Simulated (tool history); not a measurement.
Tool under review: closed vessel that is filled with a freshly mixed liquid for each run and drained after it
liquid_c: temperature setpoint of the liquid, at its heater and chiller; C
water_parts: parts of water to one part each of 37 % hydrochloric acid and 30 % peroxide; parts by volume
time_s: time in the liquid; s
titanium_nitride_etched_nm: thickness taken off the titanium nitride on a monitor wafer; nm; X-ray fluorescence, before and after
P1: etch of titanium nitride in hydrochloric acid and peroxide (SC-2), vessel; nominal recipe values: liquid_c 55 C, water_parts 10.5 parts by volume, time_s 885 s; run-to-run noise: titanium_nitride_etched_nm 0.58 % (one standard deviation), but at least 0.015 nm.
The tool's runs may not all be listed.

run   hour  liquid_c  water_parts  time_s  hours since the thermometer was replaced  hours since the chemicals flow meter was replaced  hours since the drum of peroxide was connected  titanium_nitride_etched_nm
  1    8.9        55         10.5     885                                       315                                              722.8                                           132.2                      41.233
  2   19.8        43           14     885                                     325.9                                              733.7                                           143.1                      14.597
  3   38.7        55         10.5     885                                     344.8                                              752.6                                             162                      41.587
  4   48.1        55           19     885                                     354.2                                                762                                           171.4                      24.797
  5   62.5        55         10.5     255                                     368.6                                              776.4                                           185.8                      11.828
  6     74        55         10.5     885                                     380.1                                              787.9                                           197.3                      41.888
  7   83.4        71         10.5     885                                     389.5                                              797.3                                           206.7                      110.95
  8   92.1        55            4     885                                     398.2                                                806                                           215.4                      86.416
  9  101.9      40.5         10.5     885                                       408                                              815.8                                           225.2                      15.526
 10  111.8        55         10.5    1680                                     417.9                                              825.7                                           235.1                      78.337
 11  121.7        55            6    1300                                     427.8                                              835.6                                             245                      96.802
 12  132.7        55         10.5     885                                     438.8                                              846.6                                             256                      41.477
 13  143.8        55         10.5     885                                     449.9                                              857.7                                           267.1                      41.153
 14    161        55         10.5     885                                     467.1                                              874.9                                           284.3                      39.666
 15    176        55         10.5     885                                     482.1                                              889.9                                           299.3                       38.98
 16  186.4        55         10.5     885                                     492.5                                              900.3                                           309.7                       39.08
 17  202.1        55         10.5     885                                     508.2                                                916                                           325.4                      38.025
     214.4  -- new drum of peroxide connected
 18  217.2        55         10.5     885                                     523.3                                              931.1                                             2.9                      37.951
 19  232.6        55         10.5     885                                     538.7                                              946.5                                            18.3                      37.482
 20  246.1        55         10.5     885                                     552.2                                                960                                            31.8                      37.319
 21  262.3        55         10.5     885                                     568.4                                              976.2                                              48                      37.535
 22  278.4        55         10.5     885                                     584.5                                              992.3                                            64.1                      37.601
 23    287        55         10.5     885                                     593.1                                             1000.9                                            72.7                      37.352
 24  297.9        55         10.5     885                                       604                                             1011.8                                            83.6                      37.616

The output of P1 has drifted from where it used to be. Each of the 2 causes below, taken at the size shown beside it, accounts for the log equally well:
A: chemicals flow below the setpoint (%) = 11.3
B: liquid colder than its thermometer reads (K) = 1.57
At approximately hour 143.8, the process output began to creep.
What rules out each remaining cause:
peroxide weaker than its label (%): maintenance at hour 214.4, after the shift began, did not return the process to its former output

4 check runs are offered, each on 5 wafers whose results are averaged, their results left as question marks. Which one tells the causes apart?
check 1  308.8        62          7.5     885                                                                                                                                                                        ?
check 2  308.8        41         18.5     885                                                                                                                                                                        ?
check 3  308.8        55            4    1585                                                                                                                                                                        ?
check 4  308.8        55           17     885                                                                                                                                                                        ?

How each check would come out, cause by cause:
  check                      result    if A    if B
check 1  titanium_nitride_etched_nm  77.334   77.18
check 2  titanium_nitride_etched_nm  8.8217  8.7997
check 3  titanium_nitride_etched_nm   142.8  139.91
check 4  titanium_nitride_etched_nm  24.524   24.67
Per-check spread between the two closest causes, in the result where they differ most: check 1 0.2 %; check 2 0.25 %; check 3 2.04 %; check 4 0.6 %
Check 3 distinguishes between the causes, while the remaining checks would return nearly the same result for all of them.

Running check 3 produced the following: titanium_nitride_etched_nm 142.25 nm. Which one of the listed causes fits?

Of the candidate causes, it is A: chemicals flow below the setpoint (%).
